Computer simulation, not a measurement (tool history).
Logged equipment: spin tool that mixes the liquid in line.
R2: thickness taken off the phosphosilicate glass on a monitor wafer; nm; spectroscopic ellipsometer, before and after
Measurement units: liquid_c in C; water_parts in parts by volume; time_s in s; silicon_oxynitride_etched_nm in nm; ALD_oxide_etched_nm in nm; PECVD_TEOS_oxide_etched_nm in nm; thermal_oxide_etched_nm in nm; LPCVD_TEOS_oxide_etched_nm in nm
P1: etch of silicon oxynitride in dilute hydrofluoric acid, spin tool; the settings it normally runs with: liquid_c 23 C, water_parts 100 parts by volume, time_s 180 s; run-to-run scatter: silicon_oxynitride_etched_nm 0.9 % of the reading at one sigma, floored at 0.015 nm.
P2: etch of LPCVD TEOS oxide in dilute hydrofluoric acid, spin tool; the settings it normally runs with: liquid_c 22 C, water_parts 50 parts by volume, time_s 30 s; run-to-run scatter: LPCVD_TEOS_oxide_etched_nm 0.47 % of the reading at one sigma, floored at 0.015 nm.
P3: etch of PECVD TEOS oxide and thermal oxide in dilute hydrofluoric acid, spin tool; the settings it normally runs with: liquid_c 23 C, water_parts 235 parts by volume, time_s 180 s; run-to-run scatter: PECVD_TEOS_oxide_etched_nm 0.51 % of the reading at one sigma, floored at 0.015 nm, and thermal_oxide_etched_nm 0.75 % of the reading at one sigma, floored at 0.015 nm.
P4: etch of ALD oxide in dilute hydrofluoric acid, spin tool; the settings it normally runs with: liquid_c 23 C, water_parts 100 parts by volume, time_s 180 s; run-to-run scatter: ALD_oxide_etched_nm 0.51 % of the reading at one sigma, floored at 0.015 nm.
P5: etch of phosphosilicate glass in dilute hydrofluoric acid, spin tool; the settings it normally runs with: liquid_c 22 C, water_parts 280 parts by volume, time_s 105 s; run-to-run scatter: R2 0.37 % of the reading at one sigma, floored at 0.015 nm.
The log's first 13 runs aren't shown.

run 14 hour=157.6 | process=P1 liquid_c=23 water_parts=100 time_s=180 | silicon_oxynitride_etched_nm=2.5609
run 15 hour=164.5 | process=P2 liquid_c=22 water_parts=50 time_s=55 | LPCVD_TEOS_oxide_etched_nm=33.743
run 16 hour=178.9 | process=P4 liquid_c=23 water_parts=100 time_s=180 | ALD_oxide_etched_nm=24.802
run 17 hour=186.7 | process=P1 liquid_c=23 water_parts=100 time_s=315 | silicon_oxynitride_etched_nm=4.4169
run 18 hour=199.7 | process=P5 liquid_c=22 water_parts=495 time_s=105 | R2=8.8962
run 19 hour=213.3 | process=P1 liquid_c=29.5 water_parts=100 time_s=180 | silicon_oxynitride_etched_nm=3.4743
run 20 hour=228.6 | process=P1 liquid_c=23 water_parts=100 time_s=180 | silicon_oxynitride_etched_nm=2.5374
run 21 hour=240.6 | process=P4 liquid_c=23 water_parts=165 time_s=180 | ALD_oxide_etched_nm=13.974
run 22 hour=249.8 | process=P5 liquid_c=22 water_parts=280 time_s=105 | R2=18.98
run 23 hour=265 | process=P3 liquid_c=23 water_parts=235 time_s=180 | PECVD_TEOS_oxide_etched_nm=6.6807 thermal_oxide_etched_nm=2.7525

Predict the results of run 24:
run 24 hour=277.2 | process=P3 liquid_c=23 water_parts=235 time_s=55 | PECVD_TEOS_oxide_etched_nm=? thermal_oxide_etched_nm=?

{"run 24": {"PECVD_TEOS_oxide_etched_nm": 2.0177, "thermal_oxide_etched_nm": 0.8337}}
